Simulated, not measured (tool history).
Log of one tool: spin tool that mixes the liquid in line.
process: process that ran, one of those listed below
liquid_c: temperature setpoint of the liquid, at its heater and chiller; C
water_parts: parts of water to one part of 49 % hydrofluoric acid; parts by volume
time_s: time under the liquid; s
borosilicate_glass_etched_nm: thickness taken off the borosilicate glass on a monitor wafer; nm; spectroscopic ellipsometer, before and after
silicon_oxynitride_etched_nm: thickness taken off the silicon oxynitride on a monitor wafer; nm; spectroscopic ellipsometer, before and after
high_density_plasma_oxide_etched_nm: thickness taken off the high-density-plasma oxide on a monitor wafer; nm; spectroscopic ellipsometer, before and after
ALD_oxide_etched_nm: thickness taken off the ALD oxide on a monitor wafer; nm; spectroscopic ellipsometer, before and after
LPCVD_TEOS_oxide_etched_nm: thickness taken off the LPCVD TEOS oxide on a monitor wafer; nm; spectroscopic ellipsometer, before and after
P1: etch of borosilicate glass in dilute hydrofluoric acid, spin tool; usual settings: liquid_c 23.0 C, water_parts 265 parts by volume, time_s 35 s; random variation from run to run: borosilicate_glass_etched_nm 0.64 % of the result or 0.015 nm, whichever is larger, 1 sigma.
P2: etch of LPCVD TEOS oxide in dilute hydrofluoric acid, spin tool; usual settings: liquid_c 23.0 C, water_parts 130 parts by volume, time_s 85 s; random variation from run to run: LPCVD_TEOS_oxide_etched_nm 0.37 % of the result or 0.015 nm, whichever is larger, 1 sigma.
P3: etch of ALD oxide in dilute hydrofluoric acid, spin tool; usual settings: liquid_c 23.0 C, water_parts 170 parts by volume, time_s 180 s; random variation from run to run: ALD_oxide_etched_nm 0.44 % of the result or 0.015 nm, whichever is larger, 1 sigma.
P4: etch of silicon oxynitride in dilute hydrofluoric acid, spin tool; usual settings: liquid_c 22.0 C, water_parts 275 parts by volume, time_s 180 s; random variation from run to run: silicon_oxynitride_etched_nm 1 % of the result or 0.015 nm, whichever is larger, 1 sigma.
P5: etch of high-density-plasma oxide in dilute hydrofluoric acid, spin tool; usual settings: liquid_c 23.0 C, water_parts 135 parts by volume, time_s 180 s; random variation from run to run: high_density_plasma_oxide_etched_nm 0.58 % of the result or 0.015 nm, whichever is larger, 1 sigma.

run	hour	process	liquid_c	water_parts	time_s	hours since the thermometer was replaced	hours since the hydrofluoric acid flow meter was replaced	borosilicate_glass_etched_nm	silicon_oxynitride_etched_nm	high_density_plasma_oxide_etched_nm	ALD_oxide_etched_nm	LPCVD_TEOS_oxide_etched_nm
1	5.0	P1	23.0	265	35	420.4	584.6	4.2232				
2	13.3	P1	23.0	265	35	428.7	592.9	4.1755				
3	19.9	P4	22.0	275	90	435.3	599.5		1.1218			
4	30.1	P1	17.0	265	35	445.5	609.7	3.3385				
5	37.4	P1	23.0	130	35	452.8	617.0	9.9259				
6	46.8	P1	23.0	265	15	462.2	626.4	1.8192				
7	56.0	P5	23.0	235	180	471.4	635.6			3.6430		
# hour 56.4: hydrofluoric acid flow meter replaced
8	64.1	P3	23.0	170	15	479.5	7.7				1.0339	
9	70.2	P3	19.0	170	180	485.6	13.8				10.2820	
10	79.5	P1	23.0	455	35	494.9	23.1	2.0669				
11	87.8	P2	23.0	130	85	503.2	31.4					25.5830
12	95.7	P3	23.0	170	180	511.1	39.3				12.0170	
13	101.5	P2	29.0	130	85	516.9	45.1					32.0920
14	112.0	P4	22.0	275	180	527.4	55.6		2.1770			
15	117.2	P4	17.0	275	180	532.6	60.8		1.7594			
16	125.9	P1	29.5	385	35	541.3	69.5	3.1695				
17	134.9	P4	22.0	90	180	550.3	78.5		7.8233			
18	144.9	P1	23.0	265	35	560.3	88.5	4.2014				
19	154.0	P2	23.0	225	85	569.4	97.6					13.3580
20	164.0	P4	22.0	275	180	579.4	107.6		2.2012			
21	169.8	P5	23.0	135	15	585.2	113.4			0.6151		
22	176.5	P1	26.5	120	35	591.9	120.1	12.4460				
23	185.2	P3	23.0	80	180	600.6	128.8				28.3700	
24	196.1	P5	23.0	135	180	611.5	139.7			7.1940		
25	201.2	P5	23.0	135	180	616.6	144.8			7.1533		
26	206.7	P1	23.0	265	60	622.1	150.3	7.1821				
27	214.1	P1	23.0	265	35	629.5	157.7	4.2482				
28	219.4	P3	23.0	170	180	634.8	163.0				12.0820	
29	224.4	P1	23.0	265	35	639.8	168.0	4.2323				
30	233.4	P1	28.5	370	35	648.8	177.0	3.2632				
31	241.6	P1	30.5	265	35	657.0	185.2	5.4165				
32	249.1	P2	23.0	130	15	664.5	192.7					4.5138
33	258.4	P5	17.0	135	180	673.8	202.0			5.6034		
34	268.6	P1	23.0	265	35	684.0	212.2	4.2253				
35	274.6	P1	23.0	265	35	690.0	218.2	4.3120				
36	280.7	P1	23.0	265	35	696.1	224.3	4.4144				
37	288.7	P1	23.0	265	35	704.1	232.3	4.4294				
38	295.4	P1	23.0	265	35	710.8	239.0	4.5284				
39	303.4	P1	23.0	265	35	718.8	247.0	4.5604				
40	313.3	P1	23.0	265	35	728.7	256.9	4.5203				
41	318.4	P1	23.0	265	35	733.8	262.0	4.4798				
42	327.5	P1	23.0	265	35	742.9	271.1	4.4988				

What P1 gives has crept away from where it was. These 2 causes fit the log equally well, each at the size given:
A: hydrofluoric acid flow above the setpoint (%) = 5.74
B: liquid hotter than its thermometer reads (K) = 1.98
The creep began at about hour 268.6.

4 check runs are offered, each on 5 wafers whose results are averaged, their results left as question marks. Which one tells the causes apart?
check 1	336.6	P5	23.0	180	60					?		
check 2	336.6	P2	27.5	205	85							?
check 3	336.6	P3	23.0	170	15						?	
check 4	336.6	P4	22.0	110	180				?			

What each check would give under each cause:
check	result	if A	if B
check 1	high_density_plasma_oxide_etched_nm	1.8195	1.8338
check 2	LPCVD_TEOS_oxide_etched_nm	18.7580	18.7690
check 3	ALD_oxide_etched_nm	1.0745	1.0840
check 4	silicon_oxynitride_etched_nm	6.6030	6.8273
How far apart the two closest causes lie, in the result that separates them most: check 1 0.78 %; check 2 0.06 %; check 3 0.87 %; check 4 3.34 %
Check 4 tells the causes apart: in the others they would give nearly the same result.

Check 4 was then run and gave: silicon_oxynitride_etched_nm 6.8356 nm. Which cause is it?

It is B: liquid hotter than its thermometer reads (K).

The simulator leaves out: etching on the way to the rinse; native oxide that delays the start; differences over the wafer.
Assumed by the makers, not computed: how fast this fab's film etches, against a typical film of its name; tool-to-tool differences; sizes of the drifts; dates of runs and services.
